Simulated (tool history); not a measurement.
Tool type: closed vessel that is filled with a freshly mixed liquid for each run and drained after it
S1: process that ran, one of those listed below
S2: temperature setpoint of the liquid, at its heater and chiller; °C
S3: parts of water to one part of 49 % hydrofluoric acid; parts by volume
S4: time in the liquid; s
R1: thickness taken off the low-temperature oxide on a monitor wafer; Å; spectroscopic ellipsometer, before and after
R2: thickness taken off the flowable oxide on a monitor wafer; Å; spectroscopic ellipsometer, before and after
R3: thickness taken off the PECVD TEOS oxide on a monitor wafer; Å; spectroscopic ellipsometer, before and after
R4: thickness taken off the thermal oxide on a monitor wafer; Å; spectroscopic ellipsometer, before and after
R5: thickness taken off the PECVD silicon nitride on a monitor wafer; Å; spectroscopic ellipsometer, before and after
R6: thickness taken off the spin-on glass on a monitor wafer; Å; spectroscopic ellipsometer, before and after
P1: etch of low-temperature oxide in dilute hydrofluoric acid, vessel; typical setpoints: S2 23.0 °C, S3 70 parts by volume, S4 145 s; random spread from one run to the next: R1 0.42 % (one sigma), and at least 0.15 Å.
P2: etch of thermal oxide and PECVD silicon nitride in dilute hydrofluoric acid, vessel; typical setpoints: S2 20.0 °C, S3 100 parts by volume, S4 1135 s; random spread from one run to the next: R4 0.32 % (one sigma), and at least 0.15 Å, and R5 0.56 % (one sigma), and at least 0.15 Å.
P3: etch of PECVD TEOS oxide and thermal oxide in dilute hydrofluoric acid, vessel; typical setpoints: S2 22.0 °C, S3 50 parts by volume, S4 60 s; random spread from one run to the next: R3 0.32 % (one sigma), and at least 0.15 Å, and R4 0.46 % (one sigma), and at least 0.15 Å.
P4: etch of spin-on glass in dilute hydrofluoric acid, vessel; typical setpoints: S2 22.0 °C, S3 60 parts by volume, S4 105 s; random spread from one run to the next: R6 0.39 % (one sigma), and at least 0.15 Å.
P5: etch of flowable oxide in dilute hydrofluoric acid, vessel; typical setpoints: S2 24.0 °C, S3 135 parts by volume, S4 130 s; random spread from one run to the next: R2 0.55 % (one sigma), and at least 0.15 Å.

run 1 hour=15.3 | S1=P1 S2=23.0 S3=70 S4=145 | R1=358.26
run 2 hour=31.9 | S1=P1 S2=23.0 S3=70 S4=145 | R1=355.59
run 3 hour=41.9 | S1=P1 S2=23.0 S3=70 S4=145 | R1=357.77
run 4 hour=58.7 | S1=P1 S2=23.0 S3=70 S4=60 | R1=147.94
run 5 hour=71.4 | S1=P1 S2=27.0 S3=100 S4=145 | R1=281.49
run 6 hour=84.5 | S1=P5 S2=24.0 S3=135 S4=130 | R2=274.48
run 7 hour=100.6 | S1=P3 S2=22.0 S3=50 S4=30 | R3=164.03 R4=27.040
run 8 hour=119.7 | S1=P2 S2=20.0 S3=50 S4=1135 | R4=971.490 R5=820.18
run 9 hour=137.1 | S1=P4 S2=27.0 S3=60 S4=105 | R6=447.72
run 10 hour=147.0 | S1=P5 S2=24.0 S3=250 S4=130 | R2=131.67
run 11 hour=158.1 | S1=P2 S2=20.0 S3=100 S4=1135 | R4=459.280 R5=416.23
run 12 hour=175.0 | S1=P4 S2=22.0 S3=60 S4=40 | R6=138.43
run 13 hour=187.6 | S1=P3 S2=22.0 S3=90 S4=60 | R3=173.12 R4=28.523
run 14 hour=200.6 | S1=P5 S2=18.5 S3=135 S4=130 | R2=222.76
run 15 hour=216.3 | S1=P1 S2=23.0 S3=70 S4=145 | R1=356.09
run 16 hour=225.0 | S1=P1 S2=23.0 S3=70 S4=285 | R1=701.77
run 17 hour=239.4 | S1=P4 S2=22.0 S3=60 S4=105 | R6=365.71
run 18 hour=254.8 | S1=P1 S2=23.0 S3=70 S4=145 | R1=358.16
run 19 hour=268.4 | S1=P1 S2=23.0 S3=100 S4=145 | R1=241.79
run 20 hour=283.9 | S1=P4 S2=22.0 S3=105 S4=105 | R6=196.74
run 21 hour=296.0 | S1=P3 S2=26.0 S3=50 S4=60 | R3=387.04 R4=63.797
run 22 hour=305.2 | S1=P5 S2=24.0 S3=135 S4=130 | R2=275.65

Run 23 comes next. What will it give?
run 23 hour=323.8 | S1=P1 S2=23.0 S3=70 S4=145 | R1=?

{"run 23": {"R1": 357.97}}
